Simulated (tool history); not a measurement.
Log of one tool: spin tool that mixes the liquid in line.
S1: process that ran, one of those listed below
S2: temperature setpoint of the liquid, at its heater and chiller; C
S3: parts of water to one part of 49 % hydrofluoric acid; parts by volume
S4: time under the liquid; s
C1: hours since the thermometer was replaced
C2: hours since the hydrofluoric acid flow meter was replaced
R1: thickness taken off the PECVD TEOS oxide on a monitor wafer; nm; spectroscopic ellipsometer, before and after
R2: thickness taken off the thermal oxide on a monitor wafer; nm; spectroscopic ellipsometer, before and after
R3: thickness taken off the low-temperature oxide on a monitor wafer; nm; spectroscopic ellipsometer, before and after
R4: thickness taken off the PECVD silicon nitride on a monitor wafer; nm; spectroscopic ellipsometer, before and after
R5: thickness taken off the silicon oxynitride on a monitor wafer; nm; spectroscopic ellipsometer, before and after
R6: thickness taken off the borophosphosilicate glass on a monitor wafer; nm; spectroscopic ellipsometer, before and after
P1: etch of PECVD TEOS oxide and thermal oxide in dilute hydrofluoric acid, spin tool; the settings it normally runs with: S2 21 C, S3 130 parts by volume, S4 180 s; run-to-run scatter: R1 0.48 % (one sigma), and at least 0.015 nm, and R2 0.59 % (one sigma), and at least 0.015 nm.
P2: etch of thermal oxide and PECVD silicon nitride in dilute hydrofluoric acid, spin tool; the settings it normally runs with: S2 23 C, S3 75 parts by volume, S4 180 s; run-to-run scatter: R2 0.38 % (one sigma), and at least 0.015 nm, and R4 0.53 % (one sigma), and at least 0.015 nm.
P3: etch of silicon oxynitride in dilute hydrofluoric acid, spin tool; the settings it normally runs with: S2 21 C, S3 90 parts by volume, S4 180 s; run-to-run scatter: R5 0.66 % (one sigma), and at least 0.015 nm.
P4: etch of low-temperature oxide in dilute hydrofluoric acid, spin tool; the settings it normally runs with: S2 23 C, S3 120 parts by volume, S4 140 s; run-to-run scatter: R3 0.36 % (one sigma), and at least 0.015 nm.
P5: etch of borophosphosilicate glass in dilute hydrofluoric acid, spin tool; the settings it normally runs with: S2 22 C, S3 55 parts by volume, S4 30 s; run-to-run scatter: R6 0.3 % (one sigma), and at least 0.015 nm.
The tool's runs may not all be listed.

| run | day | S1 | S2 | S3 | S4 | C1 | C2 | R1 | R2 | R3 | R4 | R5 | R6 |
|---|---|---|---|---|---|---|---|---|---|---|---|---|---|
| 1 | 0.538 | P1 | 21 | 130 | 180 | 422.1 | 736.3 | 16.731 | 5.2694 |  |  |  |  |
| 2 | 1.096 | P4 | 17 | 120 | 140 | 435.5 | 749.7 |  |  | 11.946 |  |  |  |
| 3 | 1.633 | P4 | 23 | 120 | 140 | 448.4 | 762.6 |  |  | 15.28 |  |  |  |
| 4 | 2.312 | P2 | 23 | 75 | 35 | 464.7 | 778.9 |  | 2.038 |  | 1.9262 |  |  |
| 5 | 3.05 | P3 | 21 | 90 | 80 | 482.4 | 796.6 |  |  |  |  | 1.7355 |  |
| 6 | 3.4 | P1 | 21 | 130 | 280 | 490.8 | 805 | 26.167 | 8.2373 |  |  |  |  |
| 7 | 3.804 | P3 | 26 | 90 | 180 | 500.5 | 814.7 |  |  |  |  | 4.9334 |  |
| 8 | 4.429 | P4 | 23 | 190 | 140 | 515.5 | 829.7 |  |  | 8.8662 |  |  |  |
| 9 | 5.125 | P3 | 21 | 145 | 180 | 532.2 | 846.4 |  |  |  |  | 2.312 |  |
| 10 | 5.692 | P1 | 17 | 130 | 180 | 545.8 | 860 | 14.165 | 4.4142 |  |  |  |  |
| 11 | 6.371 | P1 | 21 | 65 | 180 | 562.1 | 876.3 | 36.471 | 11.395 |  |  |  |  |
| 12 | 6.854 | P2 | 23 | 75 | 180 | 573.7 | 887.9 |  | 10.558 |  | 9.951 |  |  |
| 13 | 7.358 | P5 | 29 | 55 | 30 | 585.8 | 900 |  |  |  |  |  | 20.684 |
| 14 | 8 | P3 | 21 | 90 | 180 | 601.2 | 915.4 |  |  |  |  | 3.8412 |  |
| 15 | 8.325 | P1 | 21 | 130 | 180 | 609 | 923.2 | 16.73 | 5.2996 |  |  |  |  |
| 16 | 8.946 | P5 | 22 | 55 | 30 | 623.9 | 938.1 |  |  |  |  |  | 15.495 |
| 17 | 9.467 | P1 | 21 | 130 | 65 | 636.4 | 950.6 | 6.0835 | 1.9085 |  |  |  |  |
| 18 | 10 | P1 | 21 | 190 | 180 | 649.2 | 963.4 | 10.704 | 3.3789 |  |  |  |  |
| 19 | 10.567 | P1 | 21 | 130 | 180 | 662.8 | 977 | 16.978 | 5.314 |  |  |  |  |
| 20 | 10.929 | P1 | 21 | 130 | 180 | 671.5 | 985.7 | 16.764 | 5.2784 |  |  |  |  |
| 21 | 11.296 | P2 | 27.5 | 75 | 180 | 680.3 | 994.5 |  | 12.677 |  | 13.37 |  |  |
| 22 | 12.008 | P5 | 22 | 55 | 30 | 697.4 | 1011.6 |  |  |  |  |  | 15.514 |
| 23 | 12.346 | P1 | 21 | 130 | 180 | 705.5 | 1019.7 | 16.769 | 5.2635 |  |  |  |  |
| 24 | 12.792 | P1 | 17 | 130 | 95 | 716.2 | 1030.4 | 7.5571 | 2.3312 |  |  |  |  |
| 25 | 13.321 | P2 | 23 | 25 | 180 | 728.9 | 1043.1 |  | 33.758 |  | 29.057 |  |  |
| 26 | 13.971 | P4 | 23 | 120 | 280 | 744.5 | 1058.7 |  |  | 30.255 |  |  |  |
| 27 | 14.367 | P5 | 22 | 95 | 30 | 754 | 1068.2 |  |  |  |  |  | 8.5677 |
| 28 | 14.862 | P5 | 22 | 55 | 15 | 765.9 | 1080.1 |  |  |  |  |  | 7.7468 |
| 29 | 15.567 | P1 | 28 | 130 | 180 | 782.8 | 1097 | 22.08 | 6.8599 |  |  |  |  |
| 30 | 15.908 | P2 | 23 | 75 | 180 | 791 | 1105.2 |  | 10.588 |  | 9.8938 |  |  |
| 31 | 16.442 | P4 | 23 | 120 | 140 | 803.8 | 1118 |  |  | 15.208 |  |  |  |
| 32 | 16.758 | P3 | 21 | 90 | 180 | 811.4 | 1125.6 |  |  |  |  | 3.8391 |  |
| 33 | 17.446 | P1 | 21 | 130 | 180 | 827.9 | 1142.1 | 16.685 | 5.2827 |  |  |  |  |
| 34 | 17.912 | P1 | 24.5 | 130 | 300 | 839.1 | 1153.3 | 32.043 | 10.019 |  |  |  |  |
| 35 | 18.392 | P1 | 26.5 | 130 | 305 | 850.6 | 1164.8 | 35.442 | 10.97 |  |  |  |  |
| 36 | 18.775 | P1 | 21 | 130 | 180 | 859.8 | 1174 | 16.897 | 5.3089 |  |  |  |  |
| 37 | 19.442 | P1 | 21 | 130 | 180 | 875.8 | 1190 | 17.171 | 5.428 |  |  |  |  |
| 38 | 19.925 | P1 | 21 | 130 | 180 | 887.4 | 1201.6 | 17.489 | 5.3939 |  |  |  |  |
| 39 | 20.633 | P1 | 21 | 130 | 180 | 904.4 | 1218.6 | 17.574 | 5.5202 |  |  |  |  |
| 40 | 21.275 | P1 | 21 | 130 | 180 | 919.8 | 1234 | 17.841 | 5.5384 |  |  |  |  |
| 41 | 22.008 | P1 | 21 | 130 | 180 | 937.4 | 1251.6 | 17.753 | 5.6165 |  |  |  |  |
| 42 | 22.542 | P1 | 21 | 130 | 180 | 950.2 | 1264.4 | 18.072 | 5.6294 |  |  |  |  |
| 43 | 23.088 | P1 | 21 | 130 | 180 | 963.3 | 1277.5 | 18.007 | 5.6698 |  |  |  |  |
| 44 | 23.729 | P1 | 21 | 130 | 180 | 978.7 | 1292.9 | 18.1 | 5.6018 |  |  |  |  |
| 45 | 24.158 | P1 | 21 | 130 | 180 | 989 | 1303.2 | 18.146 | 5.6912 |  |  |  |  |
| 46 | 24.646 | P1 | 21 | 130 | 180 | 1000.7 | 1314.9 | 18.098 | 5.5947 |  |  |  |  |
| 47 | 25.258 | P1 | 21 | 130 | 180 | 1015.4 | 1329.6 | 18.103 | 5.6524 |  |  |  |  |

Something has made what P1 gives creep away from where it was; the 2 causes below, each at its own stated size, fit the log equally well:
A: hydrofluoric acid flow above the setpoint (%) = 6.42
B: liquid hotter than its thermometer reads (K) = 1.8
The creep began at about day 18.775.

The check runs listed below each take one wafer, and their results are still question marks. Under which run would the listed causes lead to clearly different results?
| check 1 | 25.871 | P5 | 26.5 | 90 | 30 |  |  |  |  |  |  |  | ? |
| check 2 | 25.871 | P2 | 23 | 35 | 70 |  |  |  | ? |  | ? |  |  |
| check 3 | 25.871 | P4 | 17 | 120 | 260 |  |  |  |  | ? |  |  |  |
| check 4 | 25.871 | P3 | 24.5 | 120 | 180 |  |  |  |  |  |  | ? |  |

Expected result of each check under each candidate cause:
| check | result | if A | if B |
|---|---|---|---|
| check 1 | R6 | 11.679 | 11.682 |
| check 2 | R2 | 9.8744 | 9.9747 |
| check 2 | R4 | 8.6424 | 9.1965 |
| check 3 | R3 | 23.665 | 23.781 |
| check 4 | R5 | 3.5816 | 3.6346 |
Separation of the two closest causes in each check, using whichever result separates them best: check 1 0.02 %; check 2 6.21 %; check 3 0.49 %; check 4 1.47 %
Check 2 is the one run that separates the causes; every other check would come out nearly the same whichever cause is at work.

The results of check 2 are: R2 9.929 nm; R4 9.1927 nm. Based on these, which of the listed causes is it?

B is the cause: liquid hotter than its thermometer reads (K).

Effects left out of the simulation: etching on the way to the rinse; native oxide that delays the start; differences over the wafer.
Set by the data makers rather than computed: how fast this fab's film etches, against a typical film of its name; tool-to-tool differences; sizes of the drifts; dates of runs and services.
